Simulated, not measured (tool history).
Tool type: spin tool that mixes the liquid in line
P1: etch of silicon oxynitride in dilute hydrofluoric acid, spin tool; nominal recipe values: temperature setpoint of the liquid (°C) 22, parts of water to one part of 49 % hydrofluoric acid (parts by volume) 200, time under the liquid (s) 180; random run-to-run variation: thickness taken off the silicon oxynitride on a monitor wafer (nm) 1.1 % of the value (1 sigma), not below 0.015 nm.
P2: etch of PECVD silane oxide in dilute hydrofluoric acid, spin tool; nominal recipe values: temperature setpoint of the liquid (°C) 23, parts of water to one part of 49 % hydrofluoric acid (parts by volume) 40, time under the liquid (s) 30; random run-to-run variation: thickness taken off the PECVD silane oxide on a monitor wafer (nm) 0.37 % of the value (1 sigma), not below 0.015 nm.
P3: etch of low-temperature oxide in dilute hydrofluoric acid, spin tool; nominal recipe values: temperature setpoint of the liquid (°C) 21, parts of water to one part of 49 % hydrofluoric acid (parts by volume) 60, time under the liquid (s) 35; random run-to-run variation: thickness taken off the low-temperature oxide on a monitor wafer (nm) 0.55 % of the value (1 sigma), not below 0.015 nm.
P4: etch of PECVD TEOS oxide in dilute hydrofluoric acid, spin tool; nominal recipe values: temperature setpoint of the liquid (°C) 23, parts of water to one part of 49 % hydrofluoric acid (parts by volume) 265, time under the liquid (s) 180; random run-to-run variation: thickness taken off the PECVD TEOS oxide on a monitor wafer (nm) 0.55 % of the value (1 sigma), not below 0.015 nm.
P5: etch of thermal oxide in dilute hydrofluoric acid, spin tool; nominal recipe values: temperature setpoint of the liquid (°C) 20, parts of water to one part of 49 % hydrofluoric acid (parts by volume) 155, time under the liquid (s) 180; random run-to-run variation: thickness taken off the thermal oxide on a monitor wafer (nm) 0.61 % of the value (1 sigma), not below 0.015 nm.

| run | hour | process that ran | temperature setpoint of the liquid (°C) | parts of water to one part of 49 % hydrofluoric acid (parts by volume) | time under the liquid (s) | hours since the thermometer was replaced | hours since the hydrofluoric acid flow meter was replaced | thickness taken off the silicon oxynitride on a monitor wafer (nm) | thickness taken off the PECVD TEOS oxide on a monitor wafer (nm) | thickness taken off the low-temperature oxide on a monitor wafer (nm) | thickness taken off the thermal oxide on a monitor wafer (nm) | thickness taken off the PECVD silane oxide on a monitor wafer (nm) |
|---|---|---|---|---|---|---|---|---|---|---|---|---|
| 1 | 12 | P1 | 22 | 200 | 180 | 317.5 | 892.4 | 2.4421 |  |  |  |  |
| 2 | 25.1 | P4 | 23 | 265 | 90 | 330.6 | 905.5 |  | 7.7298 |  |  |  |
| 3 | 38.3 | P1 | 22 | 200 | 180 | 343.8 | 918.7 | 2.3826 |  |  |  |  |
| 4 | 54.2 | P3 | 21 | 60 | 35 | 359.7 | 934.6 |  |  | 15.116 |  |  |
| 5 | 69.7 | P1 | 22 | 300 | 180 | 375.2 | 950.1 | 1.4998 |  |  |  |  |
| 6 | 82.3 | P3 | 21 | 60 | 15 | 387.8 | 962.7 |  |  | 6.3913 |  |  |
| 7 | 94.3 | P5 | 20 | 245 | 180 | 399.8 | 974.7 |  |  |  | 2.6053 |  |
| 8 | 102.2 | P2 | 23 | 40 | 30 | 407.7 | 982.6 |  |  |  |  | 19.488 |
| 9 | 114.2 | P1 | 22 | 55 | 180 | 419.7 | 994.6 | 9.8891 |  |  |  |  |
| 10 | 129.4 | P2 | 31 | 40 | 30 | 434.9 | 1009.8 |  |  |  |  | 27.153 |
| 11 | 144.1 | P4 | 23 | 470 | 180 | 449.6 | 1024.5 |  | 7.3281 |  |  |  |
| 12 | 157.3 | P1 | 17 | 200 | 180 | 462.8 | 1037.7 | 1.901 |  |  |  |  |
| 13 | 165.7 | P1 | 22 | 200 | 180 | 471.2 | 1046.1 | 2.466 |  |  |  |  |
| 14 | 176.5 | P1 | 22 | 200 | 355 | 482 | 1056.9 | 4.8453 |  |  |  |  |
| 15 | 190.1 | P3 | 27.5 | 60 | 35 | 495.6 | 1070.5 |  |  | 19.469 |  |  |
| 16 | 199 | P5 | 20 | 155 | 180 | 504.5 | 1079.4 |  |  |  | 4.5376 |  |
| 17 | 208.5 | P1 | 22 | 200 | 20 | 514 | 1088.9 | 0.27915 |  |  |  |  |
| 18 | 220.5 | P1 | 28 | 200 | 180 | 526 | 1100.9 | 3.2701 |  |  |  |  |
| 19 | 232.6 | P5 | 17 | 155 | 180 | 538.1 | 1113 |  |  |  | 4.0012 |  |
| 20 | 242.7 | P1 | 22 | 200 | 180 | 548.2 | 1123.1 | 2.4729 |  |  |  |  |
| 21 | 253.6 | P4 | 23 | 265 | 180 | 559.1 | 1134 |  | 15.691 |  |  |  |

What does the tool deliver on the next run?
| 22 | 266.5 | P2 | 23 | 40 | 30 | 572 | 1146.9 |  |  |  |  | ? |

For run 22 the tool returned thickness taken off the PECVD silane oxide on a monitor wafer (nm) 19.603.

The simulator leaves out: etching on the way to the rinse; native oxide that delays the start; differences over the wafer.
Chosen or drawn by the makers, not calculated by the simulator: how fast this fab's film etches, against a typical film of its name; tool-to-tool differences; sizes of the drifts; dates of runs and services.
